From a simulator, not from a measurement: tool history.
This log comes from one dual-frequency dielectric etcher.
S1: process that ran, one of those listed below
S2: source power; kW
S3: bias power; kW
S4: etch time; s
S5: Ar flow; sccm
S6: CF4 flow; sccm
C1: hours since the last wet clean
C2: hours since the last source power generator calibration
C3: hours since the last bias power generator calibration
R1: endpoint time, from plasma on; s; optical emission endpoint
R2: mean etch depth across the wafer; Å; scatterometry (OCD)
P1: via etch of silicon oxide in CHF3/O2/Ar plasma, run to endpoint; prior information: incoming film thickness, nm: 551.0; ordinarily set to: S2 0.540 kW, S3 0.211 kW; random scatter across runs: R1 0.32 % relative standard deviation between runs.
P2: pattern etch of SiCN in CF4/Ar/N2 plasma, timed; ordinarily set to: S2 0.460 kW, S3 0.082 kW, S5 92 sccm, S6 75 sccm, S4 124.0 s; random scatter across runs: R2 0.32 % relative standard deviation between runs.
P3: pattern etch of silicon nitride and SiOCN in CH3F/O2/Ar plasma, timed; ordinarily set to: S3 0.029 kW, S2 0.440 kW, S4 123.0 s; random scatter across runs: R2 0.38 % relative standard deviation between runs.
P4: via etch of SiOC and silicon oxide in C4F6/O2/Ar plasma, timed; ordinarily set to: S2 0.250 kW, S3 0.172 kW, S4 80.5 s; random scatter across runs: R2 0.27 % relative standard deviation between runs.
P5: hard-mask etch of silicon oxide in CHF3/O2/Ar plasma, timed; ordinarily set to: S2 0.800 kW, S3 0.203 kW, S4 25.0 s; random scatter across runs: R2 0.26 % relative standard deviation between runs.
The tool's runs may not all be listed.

run   hour  S1     S2     S3     S4   S5   S6     C1      C2      C3      R1       R2
  1   16.7  P1  0.540  0.211                    87.1   625.3  1272.3  280.81
  2   24.9  P5  0.800  0.281   25.0             95.3   633.5  1280.5           648.36
  3   42.4  P1  0.740  0.211                   112.8   651.0  1298.0  251.03
  4   56.7  P4  0.250  0.172   80.5            127.1   665.3  1312.3           740.53
  5   64.7  P1  0.440  0.291                   135.1   673.3  1320.3  271.67
  6   80.2  P2  0.460  0.082  124.0  109   75  150.6   688.8  1335.8          1142.10
  7   90.4  P2  0.360  0.082  124.0   92   75  160.8   699.0  1346.0           946.44
  8  101.9  P3  0.440  0.029  123.0            172.3   710.5  1357.5           194.27
  9  120.0  P2  0.460  0.082  124.0   92  106  190.4   728.6  1375.6          1226.70
 10  137.8  P2  0.460  0.082   71.0   92   75  208.2   746.4  1393.4           673.49
 11  145.9  P1  0.420  0.270                   216.3   754.5  1401.5  284.22
 12  163.3  P5  1.090  0.203   25.0            233.7   771.9  1418.9           652.44
 13  177.6  P4  0.180  0.172   80.5            248.0   786.2  1433.2           654.02
 14  189.1  P1  0.540  0.211                   259.5   797.7  1444.7  282.76
 15  204.0  P4  0.250  0.172   56.5            274.4   812.6  1459.6           518.87
 16  217.4  P3  0.440  0.029   67.5            287.8   826.0  1473.0           106.63
 17  225.7  P1  0.540  0.136                   296.1   834.3  1481.3  327.45
 18  243.3  P1  0.540  0.211                   313.7   851.9  1498.9  281.38
 19  260.1  P4  0.250  0.118   80.5            330.5   868.7  1515.7           657.48
 20  272.0  P5  0.800  0.203   25.0            342.4   880.6  1527.6           579.46
 21  289.9  P3  0.440  0.023  123.0            360.3   898.5  1545.5           176.16
 22  301.6  P1  0.540  0.211                   372.0   910.2  1557.2  282.60
 23  315.3  P1  0.540  0.278                   385.7   923.9  1570.9  254.46
 24  325.2  P1  0.540  0.211                   395.6   933.8  1580.8  281.17
 25  338.6  P1  0.350  0.211                   409.0   947.2  1594.2  330.96
 26  346.8  P2  0.460  0.082  124.0   92   75  417.2   955.4  1602.4          1176.10
 27  361.7  P2  0.460  0.058  124.0   92   75  432.1   970.3  1617.3          1050.00
 28  372.5  P5  0.800  0.203   25.0            442.9   981.1  1628.1           578.43
 29  381.3  P5  0.800  0.203   18.0            451.7   989.9  1636.9           416.16
     382.0  -- bias power generator calibrated
 30  391.8  P1  0.540  0.211                   462.2  1000.4     9.8  281.80

Estimate the outcome of run 31 from the log above:
 31  400.2  P3  0.440  0.029  123.0          470.6  1008.8  18.2       ?

{"run 31": {"R2": 195.94}}
